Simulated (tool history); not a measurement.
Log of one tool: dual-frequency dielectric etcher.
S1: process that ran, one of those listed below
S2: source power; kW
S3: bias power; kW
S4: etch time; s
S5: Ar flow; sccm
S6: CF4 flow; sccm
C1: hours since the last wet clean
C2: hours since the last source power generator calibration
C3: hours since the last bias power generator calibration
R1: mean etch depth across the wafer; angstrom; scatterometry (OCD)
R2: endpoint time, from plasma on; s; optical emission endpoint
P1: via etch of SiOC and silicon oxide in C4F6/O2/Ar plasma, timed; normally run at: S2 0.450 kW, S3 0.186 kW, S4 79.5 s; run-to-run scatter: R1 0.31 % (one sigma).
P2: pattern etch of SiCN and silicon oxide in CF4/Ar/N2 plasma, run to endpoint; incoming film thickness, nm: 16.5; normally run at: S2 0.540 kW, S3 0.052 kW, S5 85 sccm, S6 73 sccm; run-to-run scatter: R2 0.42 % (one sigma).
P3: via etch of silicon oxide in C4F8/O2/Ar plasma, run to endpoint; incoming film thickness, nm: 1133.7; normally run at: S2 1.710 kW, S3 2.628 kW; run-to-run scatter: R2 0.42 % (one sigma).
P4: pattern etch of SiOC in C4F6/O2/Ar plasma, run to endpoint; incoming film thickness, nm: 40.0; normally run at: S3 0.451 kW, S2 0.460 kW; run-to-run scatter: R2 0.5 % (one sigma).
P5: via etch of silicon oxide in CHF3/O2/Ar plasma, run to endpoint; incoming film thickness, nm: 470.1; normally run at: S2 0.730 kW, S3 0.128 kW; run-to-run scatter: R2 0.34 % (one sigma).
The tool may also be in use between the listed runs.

run	hour	S1	S2	S3	S4	S5	S6	C1	C2	C3	R1	R2
1	5.0	P1	0.450	0.186	79.5			222.3	2752.6	1382.8	961.61	
2	9.2	P3	1.710	1.590				226.5	2756.8	1387.0		256.590
3	14.6	P2	0.540	0.052		110	73	231.9	2762.2	1392.4		17.443
4	18.4	P4	0.460	0.585				235.7	2766.0	1396.2		11.979
5	22.0	P1	0.310	0.186	63.0			239.3	2769.6	1399.8	661.42	
6	27.5	P1	0.450	0.186	104.5			244.8	2775.1	1405.3	1266.60	
7	34.0	P1	0.550	0.146	79.5			251.3	2781.6	1411.8	965.71	
8	38.8	P1	0.450	0.255	79.5			256.1	2786.4	1416.6	1065.30	
9	43.0	P1	0.450	0.186	79.5			260.3	2790.6	1420.8	956.42	
10	48.9	P1	0.450	0.186	79.5			266.2	2796.5	1426.7	960.06	
11	55.1	P4	0.460	0.451				272.4	2802.7	1432.9		13.248
12	60.1	P1	0.450	0.186	79.5			277.4	2807.7	1437.9	967.50	
13	64.8	P1	0.450	0.130	79.5			282.1	2812.4	1442.6	861.07	
14	71.5	P2	0.330	0.052		85	73	288.8	2819.1	1449.3		25.991
15	74.6	P2	0.540	0.052		85	53	291.9	2822.2	1452.4		17.549
16	77.7	P1	0.450	0.186	79.5			295.0	2825.3	1455.5	958.16	
17	81.6	P3	1.710	2.628				298.9	2829.2	1459.4		220.710
18	86.8	P3	1.200	2.628				304.1	2834.4	1464.6		252.390
19	90.7	P3	1.710	2.628				308.0	2838.3	1468.5		221.190
20	97.2	P1	0.450	0.186	54.0			314.5	2844.8	1475.0	653.20	
21	100.5	P2	0.540	0.037		85	73	317.8	2848.1	1478.3		18.448
22	106.5	P1	0.450	0.186	79.5			323.8	2854.1	1484.3	961.05	
23	111.2	P1	0.610	0.186	79.5			328.5	2858.8	1489.0	1088.10	
24	115.9	P5	0.980	0.128				333.2	2863.5	1493.7		226.750
25	120.4	P5	0.730	0.180				337.7	2868.0	1498.2		228.350
26	126.7	P2	0.540	0.052		85	73	344.0	2874.3	1504.5		16.531
27	129.6	P1	0.270	0.186	79.5			346.9	2877.2	1507.4	790.66	
28	134.2	P5	0.730	0.128				351.5	2881.8	1512.0		256.470
29	138.8	P4	0.330	0.451				356.1	2886.4	1516.6		14.840
30	145.3	P1	0.450	0.186	79.5			362.6	2892.9	1523.1	968.65	
31	150.0	P1	0.450	0.186	79.5			367.3	2897.6	1527.8	972.30	
32	153.1	P1	0.450	0.186	79.5			370.4	2900.7	1530.9	975.58	
33	158.6	P1	0.450	0.186	79.5			375.9	2906.2	1536.4	975.31	
34	162.4	P1	0.450	0.186	79.5			379.7	2910.0	1540.2	975.39	
# hour 164.1: wet clean of the chamber
35	167.9	P1	0.450	0.186	79.5			3.9	2915.5	1545.7	977.64	
36	171.3	P1	0.450	0.186	79.5			7.3	2918.9	1549.1	978.54	

What P1 gives has crept away from where it was. These 2 causes fit the log equally well, each at the size given:
A: bias power that arrives over what is set, % = 4.88
B: source power that arrives over what is set, % = 4.05
The creep began at about hour 145.3.
Why every other cause is out:
chamber walls in a state that raises the etch rate, %: serviced at hour 164.1, which brought nothing back

4 check runs are offered, each on 2 wafers whose results are averaged, their results left as question marks. Which one tells the causes apart?
check 1	174.7	P3	1.300	1.631								?
check 2	174.7	P2	0.400	0.052		85	73					?
check 3	174.7	P5	0.730	0.174								?
check 4	174.7	P4	0.460	0.547								?

What each check would give under each cause:
check	result	if A	if B
check 1	R2	280.920	280.250
check 2	R2	21.470	21.028
check 3	R2	227.980	228.090
check 4	R2	12.003	12.043
How far apart the two closest causes lie, in the result that separates them most: check 1 0.24 %; check 2 2.08 %; check 3 0.05 %; check 4 0.33 %
Check 2 tells the causes apart: in the others they would give nearly the same result.

Then check 2 was run and gave: R2 20.967 s. Which cause is it?

It is B: source power that arrives over what is set, %.

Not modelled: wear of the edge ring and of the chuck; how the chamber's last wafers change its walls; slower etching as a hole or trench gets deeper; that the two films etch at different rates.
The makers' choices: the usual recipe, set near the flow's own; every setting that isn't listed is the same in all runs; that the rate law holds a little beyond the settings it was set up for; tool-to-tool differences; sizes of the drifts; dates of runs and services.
